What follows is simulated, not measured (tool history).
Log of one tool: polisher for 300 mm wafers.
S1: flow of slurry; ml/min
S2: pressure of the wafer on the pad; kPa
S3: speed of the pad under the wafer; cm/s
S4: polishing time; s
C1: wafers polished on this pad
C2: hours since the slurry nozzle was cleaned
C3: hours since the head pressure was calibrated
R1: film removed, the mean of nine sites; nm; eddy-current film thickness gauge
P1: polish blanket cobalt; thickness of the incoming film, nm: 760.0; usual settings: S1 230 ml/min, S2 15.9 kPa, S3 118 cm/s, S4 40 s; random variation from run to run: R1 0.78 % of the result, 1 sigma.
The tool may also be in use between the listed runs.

run   hour   S1    S2   S3  S4    C1     C2     C3      R1
  1    7.2  230  15.9  118  40   586  226.7  229.1  293.08
  2   19.1  230  15.9  118  26   730  238.6    241  193.84
  3   27.9  230  15.9  118  40   836  247.4  249.8  298.74
  4   37.5  230  15.9  118  62   952    257  259.4  458.99
  5   46.6  300  15.9  118  60  1062  266.1  268.5  460.91
  6   54.5  335  15.9  118  40  1157    274  276.4  310.51
  7   65.8  230  15.9   60  40  1294  285.3  287.7  152.46
  8   71.1  230  15.9  118  40  1358  290.6    293  296.16
  9   80.7  230  23.4  118  40  1473  300.2  302.6  442.17
 10   89.3  230  15.9  118  40  1577  308.8  311.2  295.68
 11  100.3  230    11  118  40  1710  319.8  322.2  206.61
 12  108.9  230  15.9  118  40  1814  328.4  330.8  296.13
 13  114.8  230  15.9  154  40  1885  334.3  336.7  390.61
 14  121.4  230  15.9  118  40  1965  340.9  343.3  295.76
 15  131.1  140  15.9  118  40  2082  350.6    353  275.91
 16  142.3  230  15.9  118  40  2217  361.8  364.2  299.49
 17  153.3  230  15.9  118  40  2350  372.8  375.2  290.87
 18  162.4  230  15.9  118  40  2460  381.9  384.3  286.61
 19  170.7  230  15.9  118  40  2560  390.2  392.6  276.92
     174.9  -- worn pad replaced by a new one
 20  178.3  230  15.9  118  40    41  397.8  400.2  281.81
 21  189.4  230  15.9  118  40   175  408.9  411.3  277.23
 22  196.8  230  15.9  118  40   264  416.3  418.7  279.88
 23  201.9  230  15.9  118  40   326  421.4  423.8  279.33

What P1 gives has crept away from where it was. These 2 causes fit the log equally well, each at the size given:
A: slurry flow missing at the pad, % = 36.7
B: head's pressure below its setpoint, % = 6.41
The creep began at about hour 142.3.
Why every other cause is out:
removal rate lost through wear of the pad, %: serviced at hour 174.9, which brought nothing back

4 check runs are offered, each on 3 wafers whose results are averaged, their results left as question marks. Which one tells the causes apart?
check 1   207  230  15.9  118  59               ?
check 2   207  230    20  118  40               ?
check 3   207  230    11   70  40               ?
check 4   207  140  20.7  118  40               ?

What each check would give under each cause:
  check  result    if A    if B
check 1      R1  411.23  411.18
check 2      R1  351.53  351.49
check 3      R1  115.05  115.04
check 4      R1  325.39  337.94
How far apart the two closest causes lie, in the result that separates them most: check 1 0.01 %; check 2 0.01 %; check 3 0.01 %; check 4 3.78 %
Check 4 tells the causes apart: in the others they would give nearly the same result.

Then check 4 was run and gave: R1 324.07 nm. Which cause is it?

It is A: slurry flow missing at the pad, %.

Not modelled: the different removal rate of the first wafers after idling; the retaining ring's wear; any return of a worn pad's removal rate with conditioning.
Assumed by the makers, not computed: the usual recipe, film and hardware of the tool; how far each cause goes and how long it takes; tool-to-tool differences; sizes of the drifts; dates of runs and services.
